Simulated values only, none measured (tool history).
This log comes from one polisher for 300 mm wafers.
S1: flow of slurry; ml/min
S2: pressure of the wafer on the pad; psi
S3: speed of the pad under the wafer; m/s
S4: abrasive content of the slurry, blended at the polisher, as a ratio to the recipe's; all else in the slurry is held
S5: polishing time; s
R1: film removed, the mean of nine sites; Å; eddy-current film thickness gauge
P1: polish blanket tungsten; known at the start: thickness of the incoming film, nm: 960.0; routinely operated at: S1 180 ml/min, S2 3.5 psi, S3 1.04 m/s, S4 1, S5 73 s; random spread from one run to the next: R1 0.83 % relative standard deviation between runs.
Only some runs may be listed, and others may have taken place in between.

| run | day | S1 | S2 | S3 | S4 | S5 | R1 |
|---|---|---|---|---|---|---|---|
| 1 | 0.383 | 180 | 3.5 | 1.04 | 1 | 73 | 3821.7 |
| 2 | 0.771 | 180 | 3.5 | 1.04 | 1.4 | 73 | 4086.3 |
| 3 | 1.096 | 220 | 3.5 | 1.52 | 1 | 73 | 5678.1 |
| 4 | 1.338 | 180 | 3.5 | 1.04 | 1 | 73 | 3778.9 |
| 5 | 1.562 | 110 | 3.5 | 1.04 | 1 | 73 | 3480.4 |
| 6 | 1.979 | 180 | 1.8 | 1.04 | 1 | 73 | 1990 |
| 7 | 2.25 | 180 | 2.7 | 1.04 | 0.8 | 73 | 2787.6 |
| 8 | 2.658 | 180 | 3.5 | 1.04 | 1 | 48 | 2484.5 |
| 9 | 2.996 | 180 | 3.5 | 1.04 | 1 | 73 | 3869.1 |
| 10 | 3.288 | 180 | 3.5 | 1.04 | 0.65 | 73 | 3467.4 |
| 11 | 3.542 | 180 | 3.5 | 1.04 | 1 | 73 | 3822.7 |
| 12 | 3.942 | 180 | 3.5 | 1.46 | 1 | 73 | 5298.2 |
| 13 | 4.246 | 180 | 3.5 | 1.04 | 1 | 115 | 5949.9 |
| 14 | 4.688 | 180 | 3.5 | 0.56 | 1 | 73 | 2035.5 |
| 15 | 5.054 | 180 | 5.1 | 1.04 | 1 | 73 | 5529 |
| 16 | 5.383 | 180 | 2.3 | 1.04 | 1.4 | 73 | 2667.7 |
| 17 | 5.825 | 180 | 3.5 | 1.04 | 1 | 73 | 3817.3 |
| 18 | 6.242 | 255 | 3.5 | 1.04 | 1 | 73 | 3952.1 |
| 19 | 6.45 | 180 | 3.5 | 1.04 | 1 | 73 | 3802.6 |
| 20 | 6.717 | 180 | 3.5 | 1.04 | 1 | 73 | 3719.5 |
| 21 | 7.017 | 180 | 3.5 | 1.04 | 1 | 73 | 3676.8 |
|  | 7.45 | slurry blender recalibrated |
| 22 | 7.479 | 180 | 3.5 | 1.04 | 1 | 73 | 3557.6 |
|  | 7.892 | slurry tank refilled with fresh slurry and peroxide |
| 23 | 7.942 | 180 | 3.5 | 1.04 | 1 | 73 | 3502 |
| 24 | 8.238 | 180 | 3.5 | 1.04 | 1 | 73 | 3493.4 |
|  | 8.558 | worn pad replaced by a new one |
| 25 | 8.662 | 180 | 3.5 | 1.04 | 1 | 73 | 3503.1 |
| 26 | 9.067 | 180 | 3.5 | 1.04 | 1 | 73 | 3541.4 |
| 27 | 9.283 | 180 | 3.5 | 1.04 | 1 | 73 | 3479.9 |

P1 has crept away from where it was. The log is fitted equally well by each of these 2 causes, at the sizes shown:
A: head's pressure below its setpoint, % = 8.15
B: slurry flow missing at the pad, % = 37.4
The gradual shift began around day 6.45.
Excluded causes, each with its reason:
removal rate lost through wear of the pad, %: serviced after onset, at day 8.558, with no recovery of the prior output
abrasive missing from the slurry, %: serviced after onset, at day 7.45, with no recovery of the prior output
peroxide lost from the slurry, %: serviced after onset, at day 7.892, with no recovery of the prior output

Which of the check runs below tells the causes apart, meaning the causes would give it clearly different results? Each run uses 2 wafers whose results are averaged, and each result is shown as a question mark.
| check 1 | 9.5 | 215 | 5.1 | 1.04 | 1 | 73 | ? |
| check 2 | 9.5 | 180 | 3.5 | 1.04 | 1.35 | 104 | ? |
| check 3 | 9.5 | 180 | 3.5 | 1.46 | 1 | 73 | ? |
| check 4 | 9.5 | 110 | 2.3 | 1.04 | 1 | 73 | ? |

Predicted outcomes, by check and by cause:
| check | result | if A | if B |
|---|---|---|---|
| check 1 | R1 | 5219.4 | 5286.8 |
| check 2 | R1 | 5355.3 | 5355.1 |
| check 3 | R1 | 4910.5 | 4910.3 |
| check 4 | R1 | 2099.8 | 2003.7 |
Gap, in per cent, between the two causes that each check separates least, read from the result that separates them most: check 1 1.28 %; check 2 0 %; check 3 0 %; check 4 4.68 %
The other checks would show nearly matching results whichever cause is true, so check 4 is the only one that separates the causes.

Running check 4 produced the following: R1 2009.7 Å. Which one of the listed causes fits?

It is B: slurry flow missing at the pad, %.

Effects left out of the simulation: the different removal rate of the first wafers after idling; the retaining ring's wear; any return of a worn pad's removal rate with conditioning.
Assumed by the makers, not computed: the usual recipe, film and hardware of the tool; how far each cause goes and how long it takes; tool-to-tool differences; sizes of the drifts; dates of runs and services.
